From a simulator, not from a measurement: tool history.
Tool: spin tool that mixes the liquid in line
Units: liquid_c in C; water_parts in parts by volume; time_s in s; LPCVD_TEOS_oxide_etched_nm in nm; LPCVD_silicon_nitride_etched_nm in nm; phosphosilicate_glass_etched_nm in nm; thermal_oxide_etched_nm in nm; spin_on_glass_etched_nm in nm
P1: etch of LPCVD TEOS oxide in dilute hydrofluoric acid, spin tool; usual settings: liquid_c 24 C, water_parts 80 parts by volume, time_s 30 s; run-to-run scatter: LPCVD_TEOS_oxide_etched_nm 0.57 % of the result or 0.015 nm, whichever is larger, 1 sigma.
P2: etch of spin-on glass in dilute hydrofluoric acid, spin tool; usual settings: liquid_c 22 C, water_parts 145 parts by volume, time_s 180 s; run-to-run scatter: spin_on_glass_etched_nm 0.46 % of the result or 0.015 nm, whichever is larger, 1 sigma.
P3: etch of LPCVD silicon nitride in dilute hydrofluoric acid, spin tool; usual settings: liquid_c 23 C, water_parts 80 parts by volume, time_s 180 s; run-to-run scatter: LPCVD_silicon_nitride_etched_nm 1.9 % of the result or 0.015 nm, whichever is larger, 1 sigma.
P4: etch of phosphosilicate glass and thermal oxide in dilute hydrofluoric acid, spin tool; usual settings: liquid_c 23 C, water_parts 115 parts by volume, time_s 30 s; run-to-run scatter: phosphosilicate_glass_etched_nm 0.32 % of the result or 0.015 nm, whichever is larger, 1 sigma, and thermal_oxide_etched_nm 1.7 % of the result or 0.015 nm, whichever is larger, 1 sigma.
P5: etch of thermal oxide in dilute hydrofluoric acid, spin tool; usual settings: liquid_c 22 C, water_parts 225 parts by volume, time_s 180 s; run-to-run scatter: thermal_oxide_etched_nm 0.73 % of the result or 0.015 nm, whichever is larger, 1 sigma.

| run | hour | process | liquid_c | water_parts | time_s | hours since the thermometer was replaced | hours since the hydrofluoric acid flow meter was replaced | LPCVD_TEOS_oxide_etched_nm | LPCVD_silicon_nitride_etched_nm | phosphosilicate_glass_etched_nm | thermal_oxide_etched_nm | spin_on_glass_etched_nm |
|---|---|---|---|---|---|---|---|---|---|---|---|---|
| 1 | 5.3 | P1 | 24 | 80 | 30 | 385.6 | 259.8 | 10.921 |  |  |  |  |
| 2 | 10.1 | P1 | 28 | 80 | 30 | 390.4 | 264.6 | 12.832 |  |  |  |  |
| 3 | 15.3 | P3 | 23 | 80 | 180 | 395.6 | 269.8 |  | 1.1181 |  |  |  |
| 4 | 19.6 | P3 | 23 | 80 | 180 | 399.9 | 274.1 |  | 1.1098 |  |  |  |
| 5 | 24 | P4 | 17 | 115 | 30 | 404.3 | 278.5 |  |  | 12.091 | 0.92248 |  |
| 6 | 30.4 | P2 | 22 | 145 | 180 | 410.7 | 284.9 |  |  |  |  | 35.623 |
| 7 | 37.6 | P2 | 22 | 145 | 300 | 417.9 | 292.1 |  |  |  |  | 59.219 |
| 8 | 45.9 | P3 | 17 | 80 | 180 | 426.2 | 300.4 |  | 0.74761 |  |  |  |
| 9 | 53.8 | P3 | 23 | 80 | 50 | 434.1 | 308.3 |  | 0.31493 |  |  |  |
| 10 | 60.2 | P1 | 19.5 | 40 | 30 | 440.5 | 314.7 | 18.834 |  |  |  |  |
| 11 | 66.1 | P2 | 22 | 65 | 180 | 446.4 | 320.6 |  |  |  |  | 86.007 |
| 12 | 70.4 | P1 | 24 | 130 | 30 | 450.7 | 324.9 | 6.3185 |  |  |  |  |
| 13 | 76.7 | P1 | 18.5 | 80 | 30 | 457 | 331.2 | 8.6 |  |  |  |  |
| 14 | 81.5 | P5 | 22 | 100 | 180 | 461.8 | 336 |  |  |  | 7.3297 |  |
| 15 | 90.3 | P4 | 23 | 20 | 30 | 470.6 | 344.8 |  |  | 100.18 | 7.5784 |  |
| 16 | 98.5 | P1 | 24 | 80 | 30 | 478.8 | 353 | 11.023 |  |  |  |  |
| 17 | 103.6 | P4 | 23 | 115 | 15 | 483.9 | 358.1 |  |  | 7.6502 | 0.5987 |  |
| 18 | 111.4 | P1 | 24 | 80 | 60 | 491.7 | 365.9 | 21.878 |  |  |  |  |
| 19 | 118.1 | P1 | 30 | 80 | 55 | 498.4 | 372.6 | 24.989 |  |  |  |  |
| 20 | 126.2 | P1 | 24 | 80 | 30 | 506.5 | 380.7 | 10.831 |  |  |  |  |
| 21 | 134.3 | P2 | 17 | 145 | 180 | 514.6 | 388.8 |  |  |  |  | 29.088 |
| 22 | 140 | P5 | 17 | 225 | 180 | 520.3 | 394.5 |  |  |  | 2.363 |  |
| 23 | 145.4 | P5 | 22 | 225 | 305 | 525.7 | 399.9 |  |  |  | 4.8427 |  |
| 24 | 153.9 | P3 | 23 | 50 | 180 | 534.2 | 408.4 |  | 1.7996 |  |  |  |
| 25 | 160.1 | P1 | 24 | 80 | 15 | 540.4 | 414.6 | 5.4049 |  |  |  |  |
| 26 | 166.2 | P5 | 22 | 225 | 180 | 546.5 | 420.7 |  |  |  | 2.8937 |  |
| 27 | 170.7 | P1 | 24 | 80 | 30 | 551 | 425.2 | 11.006 |  |  |  |  |
| 28 | 175.8 | P1 | 24 | 20 | 30 | 556.1 | 430.3 | 47.237 |  |  |  |  |
| 29 | 182.5 | P4 | 23 | 115 | 30 | 562.8 | 437 |  |  | 15.458 | 1.1959 |  |
| 30 | 187.1 | P1 | 24 | 80 | 30 | 567.4 | 441.6 | 10.838 |  |  |  |  |
| 31 | 191.9 | P1 | 24 | 80 | 30 | 572.2 | 446.4 | 10.53 |  |  |  |  |
| 32 | 197.2 | P1 | 24 | 80 | 30 | 577.5 | 451.7 | 10.237 |  |  |  |  |
| 33 | 204.2 | P1 | 24 | 80 | 30 | 584.5 | 458.7 | 10.216 |  |  |  |  |
| 34 | 210.3 | P1 | 24 | 80 | 30 | 590.6 | 464.8 | 9.9926 |  |  |  |  |
| 35 | 217 | P1 | 24 | 80 | 30 | 597.3 | 471.5 | 9.9829 |  |  |  |  |
| 36 | 222.5 | P1 | 24 | 80 | 30 | 602.8 | 477 | 9.9177 |  |  |  |  |
| 37 | 230.9 | P1 | 24 | 80 | 30 | 611.2 | 485.4 | 10.064 |  |  |  |  |

What P1 gives has crept away from where it was. These 2 causes fit the log equally well, each at the size given:
A: hydrofluoric acid flow below the setpoint (%) = 8.24
B: liquid colder than its thermometer reads (K) = 2.34
The creep began at about hour 187.1.

4 check runs are offered, each on 5 wafers whose results are averaged, their results left as question marks. Which one tells the causes apart?
| check 1 | 239.3 | P4 | 18.5 | 115 | 15 |  |  |  |  | ? | ? |  |
| check 2 | 239.3 | P3 | 17 | 50 | 180 |  |  |  | ? |  |  |  |
| check 3 | 239.3 | P2 | 22 | 85 | 180 |  |  |  |  |  |  | ? |
| check 4 | 239.3 | P5 | 17.5 | 130 | 180 |  |  |  |  |  | ? |  |

What each check would give under each cause:
| check | result | if A | if B |
|---|---|---|---|
| check 1 | phosphosilicate_glass_etched_nm | 5.8486 | 5.8442 |
| check 1 | thermal_oxide_etched_nm | 0.44176 | 0.44143 |
| check 2 | LPCVD_silicon_nitride_etched_nm | 1.0678 | 0.98137 |
| check 3 | spin_on_glass_etched_nm | 58.79 | 58.713 |
| check 4 | thermal_oxide_etched_nm | 4.2008 | 4.2008 |
How far apart the two closest causes lie, in the result that separates them most: check 1 0.07 %; check 2 8.44 %; check 3 0.13 %; check 4 0 %
Check 2 tells the causes apart: in the others they would give nearly the same result.

Check 2 was then run and gave: LPCVD_silicon_nitride_etched_nm 0.98477 nm. Which cause is it?

It is B: liquid colder than its thermometer reads (K).
